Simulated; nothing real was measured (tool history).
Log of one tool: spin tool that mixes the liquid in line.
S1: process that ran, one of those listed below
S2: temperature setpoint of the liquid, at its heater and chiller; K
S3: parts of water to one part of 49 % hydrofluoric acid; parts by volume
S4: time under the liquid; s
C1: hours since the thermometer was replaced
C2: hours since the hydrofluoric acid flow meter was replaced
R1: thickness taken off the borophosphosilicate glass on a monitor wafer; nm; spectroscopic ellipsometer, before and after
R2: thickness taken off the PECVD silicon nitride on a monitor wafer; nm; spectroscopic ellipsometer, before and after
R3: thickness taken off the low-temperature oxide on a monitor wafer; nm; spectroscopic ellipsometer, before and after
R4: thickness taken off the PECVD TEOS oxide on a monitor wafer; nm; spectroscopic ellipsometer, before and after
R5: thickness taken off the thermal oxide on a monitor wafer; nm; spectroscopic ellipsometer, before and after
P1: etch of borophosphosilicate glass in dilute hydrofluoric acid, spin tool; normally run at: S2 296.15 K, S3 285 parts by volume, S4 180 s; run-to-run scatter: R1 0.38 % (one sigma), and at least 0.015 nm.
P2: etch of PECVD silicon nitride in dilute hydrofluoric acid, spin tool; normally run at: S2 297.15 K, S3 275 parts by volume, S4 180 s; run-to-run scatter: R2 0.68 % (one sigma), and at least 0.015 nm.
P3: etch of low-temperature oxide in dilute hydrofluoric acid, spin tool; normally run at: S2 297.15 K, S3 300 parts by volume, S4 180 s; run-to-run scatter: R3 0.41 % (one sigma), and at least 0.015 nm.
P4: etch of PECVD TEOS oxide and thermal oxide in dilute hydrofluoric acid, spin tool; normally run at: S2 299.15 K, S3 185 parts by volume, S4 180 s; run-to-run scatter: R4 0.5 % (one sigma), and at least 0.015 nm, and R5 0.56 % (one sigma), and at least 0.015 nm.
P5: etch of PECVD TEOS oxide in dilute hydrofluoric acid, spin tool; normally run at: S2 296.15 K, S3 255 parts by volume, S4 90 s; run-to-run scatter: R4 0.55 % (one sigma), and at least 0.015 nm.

run,hour,S1,S2,S3,S4,C1,C2,R1,R2,R3,R4,R5
1,7.7,P1,296.15,285,180,881.8,1077.9,18.676,,,,
2,19.3,P1,296.15,390,180,893.4,1089.5,12.417,,,,
3,30.2,P2,297.15,275,180,904.3,1100.4,,3.5958,,,
4,47.1,P1,290.15,285,180,921.2,1117.3,14.98,,,,
5,55,P3,297.15,495,180,929.1,1125.2,,,8.6429,,
6,67.1,P4,299.15,185,180,941.2,1137.3,,,,9.6747,4.5856
7,77.8,P2,297.15,275,330,951.9,1148,,6.5537,,,
8,89.9,P4,299.15,185,320,964,1160.1,,,,17.183,8.0106
9,105.2,P1,296.15,285,270,979.3,1175.4,27.988,,,,
10,118.8,P1,296.15,285,180,992.9,1189,18.689,,,,
11,134.4,P3,297.15,300,180,1008.5,1204.6,,,16.903,,
12,144.9,P2,297.15,275,180,1019,1215.1,,3.6066,,,
13,154.2,P2,297.15,95,180,1028.3,1224.4,,10.355,,,
14,162.4,P3,297.15,300,180,1036.5,1232.6,,,16.78,,
15,172.9,P2,304.15,275,180,1047,1243.1,,5.4373,,,
16,187.7,P5,290.65,255,90,1061.8,1257.9,,,,6.2384,
17,198.9,P1,296.15,285,45,1073,1269.1,4.6551,,,,
18,213.2,P4,299.15,260,180,1087.3,1283.4,,,,6.2899,2.9471
19,227,P5,296.15,255,165,1101.1,1297.2,,,,14.135,
20,238.1,P1,296.15,60,180,1112.2,1308.3,113.43,,,,
21,255.1,P3,305.15,300,180,1129.2,1325.3,,,21.941,,
22,271.3,P4,304.65,185,180,1145.4,1341.5,,,,11.853,5.462
23,287.3,P5,296.15,255,90,1161.4,1357.5,,,,7.7097,
24,298.6,P1,303.15,285,180,1172.7,1368.8,23.745,,,,
25,306.1,P1,300.65,285,90,1180.2,1376.3,10.925,,,,
26,314.4,P4,299.15,185,180,1188.5,1384.6,,,,9.6276,4.517
27,327.5,P3,297.15,300,85,1201.6,1397.7,,,7.9702,,
28,336.3,P1,296.15,285,180,1210.4,1406.5,18.616,,,,
29,351.1,P5,296.15,375,90,1225.2,1421.3,,,,4.7233,
30,367.7,P1,296.15,285,180,1241.8,1437.9,18.731,,,,
31,377.2,P1,296.15,285,180,1251.3,1447.4,18.654,,,,
32,384.6,P1,296.15,285,180,1258.7,1454.8,18.205,,,,
33,393.9,P1,296.15,285,180,1268,1464.1,17.895,,,,
34,403.7,P1,296.15,285,180,1277.8,1473.9,17.7,,,,
35,420.1,P1,296.15,285,180,1294.2,1490.3,17.48,,,,
36,431.5,P1,296.15,285,180,1305.6,1501.7,17.211,,,,
37,444.7,P1,296.15,285,180,1318.8,1514.9,17.368,,,,
38,460.5,P1,296.15,285,180,1334.6,1530.7,17.296,,,,

What P1 gives has crept away from where it was. These 2 causes fit the log equally well, each at the size given:
A: liquid colder than its thermometer reads (K) = 2.16
B: hydrofluoric acid flow below the setpoint (%) = 5.86
The creep began at about hour 377.2.

4 check runs are offered, one wafer each, their results left as question marks. Which one tells the causes apart?
check 1,476.3,P4,299.15,185,180,,,,,,?,?
check 2,476.3,P3,297.15,300,180,,,,,?,,
check 3,476.3,P2,297.15,275,180,,,,?,,,
check 4,476.3,P5,296.15,255,90,,,,,,?,

What each check would give under each cause:
check,result,if A,if B
check 1,R4,8.9417,8.9985
check 1,R5,4.1612,4.1876
check 2,R3,15.651,15.615
check 3,R2,3.1491,3.3928
check 4,R4,7.1316,7.1531
How far apart the two closest causes lie, in the result that separates them most: check 1 0.63 %; check 2 0.23 %; check 3 7.45 %; check 4 0.3 %
Check 3 tells the causes apart: in the others they would give nearly the same result.

Then check 3 was run and gave: R2 3.3726 nm. Which cause is it?

It is B: hydrofluoric acid flow below the setpoint (%).
